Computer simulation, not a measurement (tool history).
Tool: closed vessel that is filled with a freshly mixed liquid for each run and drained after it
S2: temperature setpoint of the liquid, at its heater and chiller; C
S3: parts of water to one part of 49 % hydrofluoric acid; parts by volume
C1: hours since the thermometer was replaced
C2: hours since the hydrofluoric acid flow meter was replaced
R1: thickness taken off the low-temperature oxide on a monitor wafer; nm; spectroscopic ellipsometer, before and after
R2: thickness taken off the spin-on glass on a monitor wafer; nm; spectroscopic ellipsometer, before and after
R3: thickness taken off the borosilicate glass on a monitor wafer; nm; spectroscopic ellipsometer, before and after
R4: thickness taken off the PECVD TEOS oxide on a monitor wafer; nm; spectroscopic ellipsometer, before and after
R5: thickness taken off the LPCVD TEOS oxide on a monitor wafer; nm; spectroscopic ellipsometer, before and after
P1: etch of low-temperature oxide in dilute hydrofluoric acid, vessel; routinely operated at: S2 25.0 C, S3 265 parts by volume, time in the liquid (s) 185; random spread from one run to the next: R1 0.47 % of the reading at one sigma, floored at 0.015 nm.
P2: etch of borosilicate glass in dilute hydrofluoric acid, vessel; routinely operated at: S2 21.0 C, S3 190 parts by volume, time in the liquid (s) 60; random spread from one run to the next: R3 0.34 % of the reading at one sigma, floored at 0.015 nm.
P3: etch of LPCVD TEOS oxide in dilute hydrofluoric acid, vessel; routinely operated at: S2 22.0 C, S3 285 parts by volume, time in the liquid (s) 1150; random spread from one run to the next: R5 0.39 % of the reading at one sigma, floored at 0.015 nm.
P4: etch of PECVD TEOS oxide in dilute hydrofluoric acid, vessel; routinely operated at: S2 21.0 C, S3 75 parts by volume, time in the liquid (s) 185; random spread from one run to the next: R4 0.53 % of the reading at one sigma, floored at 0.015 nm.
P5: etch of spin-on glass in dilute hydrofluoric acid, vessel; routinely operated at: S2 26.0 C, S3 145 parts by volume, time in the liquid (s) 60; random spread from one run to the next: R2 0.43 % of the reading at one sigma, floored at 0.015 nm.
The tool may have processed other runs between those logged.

run 1 hour=15.8 | process_that_ran=P1 S2=25.0 S3=265 time_in_the_liquid_(s)=185 | C1=264.2 C2=972.2 | R1=7.4781
run 2 hour=27.2 | process_that_ran=P5 S2=34.0 S3=145 time_in_the_liquid_(s)=60 | C1=275.6 C2=983.6 | R2=25.4180
run 3 hour=35.0 | process_that_ran=P1 S2=33.0 S3=265 time_in_the_liquid_(s)=185 | C1=283.4 C2=991.4 | R1=9.8456
run 4 hour=45.7 | process_that_ran=P2 S2=21.0 S3=190 time_in_the_liquid_(s)=60 | C1=294.1 C2=1002.1 | R3=11.0840
run 5 hour=57.4 | process_that_ran=P1 S2=25.0 S3=265 time_in_the_liquid_(s)=185 | C1=305.8 C2=1013.8 | R1=7.4467
run 6 hour=70.3 | process_that_ran=P4 S2=21.0 S3=75 time_in_the_liquid_(s)=185 | C1=318.7 C2=1026.7 | R4=58.812
run 7 hour=82.4 | process_that_ran=P3 S2=22.0 S3=285 time_in_the_liquid_(s)=2250 | C1=330.8 C2=1038.8 | R5=116.270
run 8 hour=96.4 | process_that_ran=P2 S2=21.0 S3=315 time_in_the_liquid_(s)=60 | C1=344.8 C2=1052.8 | R3=5.9559
run 9 hour=109.2 | process_that_ran=P4 S2=17.0 S3=75 time_in_the_liquid_(s)=185 | C1=357.6 C2=1065.6 | R4=49.683
run 10 hour=122.2 | process_that_ran=P5 S2=26.0 S3=85 time_in_the_liquid_(s)=60 | C1=370.6 C2=1078.6 | R2=35.1330
run 11 hour=138.4 | process_that_ran=P2 S2=29.0 S3=190 time_in_the_liquid_(s)=60 | C1=386.8 C2=1094.8 | R3=14.8830
run 12 hour=149.6 | process_that_ran=P3 S2=22.0 S3=430 time_in_the_liquid_(s)=1150 | C1=398.0 C2=1106.0 | R5=34.735
run 13 hour=158.1 | process_that_ran=P1 S2=25.0 S3=385 time_in_the_liquid_(s)=185 | C1=406.5 C2=1114.5 | R1=4.5982
run 14 hour=174.6 | process_that_ran=P1 S2=25.0 S3=265 time_in_the_liquid_(s)=185 | C1=423.0 C2=1131.0 | R1=7.4874
run 15 hour=185.6 | process_that_ran=P3 S2=22.0 S3=285 time_in_the_liquid_(s)=1150 | C1=434.0 C2=1142.0 | R5=58.943
run 16 hour=197.6 | process_that_ran=P1 S2=20.0 S3=265 time_in_the_liquid_(s)=185 | C1=446.0 C2=1154.0 | R1=6.2217
run 17 hour=204.8 | process_that_ran=P1 S2=25.0 S3=265 time_in_the_liquid_(s)=185 | C1=453.2 C2=1161.2 | R1=7.4702
run 18 hour=217.5 | process_that_ran=P2 S2=21.0 S3=190 time_in_the_liquid_(s)=60 | C1=465.9 C2=1173.9 | R3=11.0880
run 19 hour=226.1 | process_that_ran=P5 S2=26.0 S3=145 time_in_the_liquid_(s)=30 | C1=474.5 C2=1182.5 | R2=9.5852
run 20 hour=238.7 | process_that_ran=P3 S2=26.0 S3=285 time_in_the_liquid_(s)=1150 | C1=487.1 C2=1195.1 | R5=68.200
run 21 hour=252.0 | process_that_ran=P1 S2=25.0 S3=265 time_in_the_liquid_(s)=55 | C1=500.4 C2=1208.4 | R1=2.2074
run 22 hour=266.4 | process_that_ran=P4 S2=21.0 S3=75 time_in_the_liquid_(s)=185 | C1=514.8 C2=1222.8 | R4=59.249
run 23 hour=277.2 | process_that_ran=P1 S2=25.0 S3=265 time_in_the_liquid_(s)=185 | C1=525.6 C2=1233.6 | R1=7.4423
run 24 hour=284.7 | process_that_ran=P1 S2=25.0 S3=265 time_in_the_liquid_(s)=185 | C1=533.1 C2=1241.1 | R1=7.5502
-- hour=298.7 thermometer replaced
run 25 hour=299.8 | process_that_ran=P4 S2=21.0 S3=75 time_in_the_liquid_(s)=310 | C1=1.1 C2=1256.2 | R4=99.317
run 26 hour=314.7 | process_that_ran=P4 S2=21.0 S3=20 time_in_the_liquid_(s)=185 | C1=16.0 C2=1271.1 | R4=236.710
run 27 hour=322.8 | process_that_ran=P1 S2=19.5 S3=470 time_in_the_liquid_(s)=185 | C1=24.1 C2=1279.2 | R1=2.8879
run 28 hour=332.3 | process_that_ran=P1 S2=25.0 S3=265 time_in_the_liquid_(s)=350 | C1=33.6 C2=1288.7 | R1=14.1550
run 29 hour=347.3 | process_that_ran=P5 S2=26.0 S3=145 time_in_the_liquid_(s)=60 | C1=48.6 C2=1303.7 | R2=19.0690
run 30 hour=356.2 | process_that_ran=P2 S2=21.0 S3=190 time_in_the_liquid_(s)=30 | C1=57.5 C2=1312.6 | R3=5.5522
run 31 hour=368.3 | process_that_ran=P1 S2=25.0 S3=55 time_in_the_liquid_(s)=185 | C1=69.6 C2=1324.7 | R1=45.4580
run 32 hour=382.6 | process_that_ran=P1 S2=25.0 S3=265 time_in_the_liquid_(s)=185 | C1=83.9 C2=1339.0 | R1=7.4745
run 33 hour=391.0 | process_that_ran=P1 S2=25.0 S3=265 time_in_the_liquid_(s)=185 | C1=92.3 C2=1347.4 | R1=7.2625
run 34 hour=403.5 | process_that_ran=P1 S2=25.0 S3=265 time_in_the_liquid_(s)=185 | C1=104.8 C2=1359.9 | R1=7.0558
run 35 hour=413.9 | process_that_ran=P1 S2=25.0 S3=265 time_in_the_liquid_(s)=185 | C1=115.2 C2=1370.3 | R1=7.0574
run 36 hour=422.4 | process_that_ran=P1 S2=25.0 S3=265 time_in_the_liquid_(s)=185 | C1=123.7 C2=1378.8 | R1=6.9836
run 37 hour=434.3 | process_that_ran=P1 S2=25.0 S3=265 time_in_the_liquid_(s)=185 | C1=135.6 C2=1390.7 | R1=6.8740
run 38 hour=448.7 | process_that_ran=P1 S2=25.0 S3=265 time_in_the_liquid_(s)=185 | C1=150.0 C2=1405.1 | R1=6.9089

What P1 gives has crept off from where it sat before. The 2 causes that follow fit the log equally well, each at the size noted:
A: liquid colder than its thermometer reads (K) = 1.99
B: hydrofluoric acid flow below the setpoint (%) = 5.35
The creep began at about hour 382.6.

Below are 4 check runs, each averaged over 2 wafers, with their results shown as question marks. Which of them would give clearly different results depending on which cause is behind the drift?
run check 1 hour=463.1 | process_that_ran=P4 S2=18.0 S3=25 time_in_the_liquid_(s)=185 | R4=?
run check 2 hour=463.1 | process_that_ran=P2 S2=29.0 S3=190 time_in_the_liquid_(s)=30 | R3=?
run check 3 hour=463.1 | process_that_ran=P3 S2=26.0 S3=285 time_in_the_liquid_(s)=1910 | R5=?
run check 4 hour=463.1 | process_that_ran=P5 S2=32.0 S3=145 time_in_the_liquid_(s)=30 | R2=?

Check results expected under each cause:
check=check_1 result=R4 if_A=150.930 if_B=155.770
check=check_2 result=R3 if_A=6.9575 if_B=6.9777
check=check_3 result=R5 if_A=105.960 if_B=105.690
check=check_4 result=R2 if_A=11.0670 if_B=11.1210
Per-check spread between the two closest causes, in the result where they differ most: check 1 3.15 %; check 2 0.29 %; check 3 0.26 %; check 4 0.48 %
Only in check 1 would the causes give clearly different results; in the remaining checks their results would be nearly the same.

Running check 1 produced the following: R4 150.540 nm. Which one of the listed causes fits?

A is the cause: liquid colder than its thermometer reads (K).

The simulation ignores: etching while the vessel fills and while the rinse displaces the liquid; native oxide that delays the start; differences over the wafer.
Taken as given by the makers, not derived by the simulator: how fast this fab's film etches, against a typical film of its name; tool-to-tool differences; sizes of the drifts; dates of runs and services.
